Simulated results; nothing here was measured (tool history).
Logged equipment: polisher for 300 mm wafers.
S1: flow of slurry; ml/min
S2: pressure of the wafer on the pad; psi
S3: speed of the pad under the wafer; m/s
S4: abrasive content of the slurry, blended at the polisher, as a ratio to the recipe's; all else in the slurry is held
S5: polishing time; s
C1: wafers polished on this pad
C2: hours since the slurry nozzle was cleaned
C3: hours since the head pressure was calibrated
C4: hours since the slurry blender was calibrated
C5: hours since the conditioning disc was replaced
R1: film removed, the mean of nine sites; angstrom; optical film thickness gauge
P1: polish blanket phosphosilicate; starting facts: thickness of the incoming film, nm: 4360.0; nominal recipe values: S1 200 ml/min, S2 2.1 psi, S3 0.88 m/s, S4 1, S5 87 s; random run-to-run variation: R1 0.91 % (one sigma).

run    day   S1   S2    S3    S4   S5    C1     C2     C3     C4     C5      R1
  1  0.312  200  2.1  0.88     1   87   672  211.7  271.8  289.1  183.9  3509.4
  2  0.721  125  2.1  0.88     1   87   766  221.5  281.6  298.9  193.7  3255.2
  3  1.217  200  2.1  0.88   0.5   87   880  233.4  293.5  310.8  205.6  2447.8
  4  1.525  200  2.1  0.88     1   60   951  240.8  300.9  318.2    213  2438.1
  5  1.971  200  2.1  0.88     1  129  1054  251.5  311.6  328.9  223.7  5300.3
  6  2.471  315  2.1  0.88     1   87  1168  263.5  323.6  340.9  235.7  3730.9
  7  2.967  200  2.1  0.88  1.25  129  1282  275.4  335.5  352.8  247.6  5745.6
  8  3.446  200  2.1  0.88  0.75  108  1393  286.9    347  364.3  259.1  3861.6
  9  3.858  200  3.2  0.88     1   87  1487  296.8  356.9  374.2    269  5352.3
 10  4.092  200  0.9  0.88     1   87  1541  302.4  362.5  379.8  274.6  1536.8
 11  4.533  200  2.1  0.88  1.35   87  1643    313  373.1  390.4  285.2  4007.1
 12  4.912  200  2.1  0.88     1   87  1730  322.1  382.2  399.5  294.3  3536.7
     5.338  -- slurry blender recalibrated
 13  5.354  200  2.1  0.88     1   87  1831  332.7  392.8    0.5  304.9    3523
 14  5.667  200  2.1  0.88     1   87  1903  340.2  400.3      8  312.4  3510.7
 15  5.967  200  2.1   0.4     1   87  1972  347.4  407.5   15.2  319.6  1899.7
 16  6.454  120  2.1  0.88   1.3   87  2084  359.1  419.2   26.9  331.3  3564.9
 17  6.758  200  2.1  1.38     1   87  2154  366.4  426.5   34.2  338.6  5123.2
 18  7.046  200  2.1  0.88     1   87  2220  373.3  433.4   41.1  345.5  3572.4
 19  7.408  200  2.1  0.88     1   87  2303    382  442.1   49.8  354.2  3510.8
 20  7.746  200  2.1  0.88     1   87  2381  390.1  450.2   57.9  362.3  3330.9
 21  8.162  200  2.1  0.88     1   87  2477  400.1  460.2   67.9  372.3  3200.5
     8.442  -- head pressure recalibrated
     8.562  -- slurry nozzle cleaned
 22  8.592  200  2.1  0.88     1   87  2575    0.7    3.7   78.2  382.6  3085.1
     8.608  -- conditioning disc replaced and pad reconditioned
 23  9.062  200  2.1  0.88     1   87  2684     12     15   89.5     11  3094.9
 24  9.354  200  2.1  0.88     1   87  2751     19     22   96.5     18  3092.3

Run 25 has not been measured yet. What should we expect?
 25  9.788  200  2.1  0.88   1  87  2850  29.4  32.4  106.9  28.4   ?

R1: 3106.5 angstrom
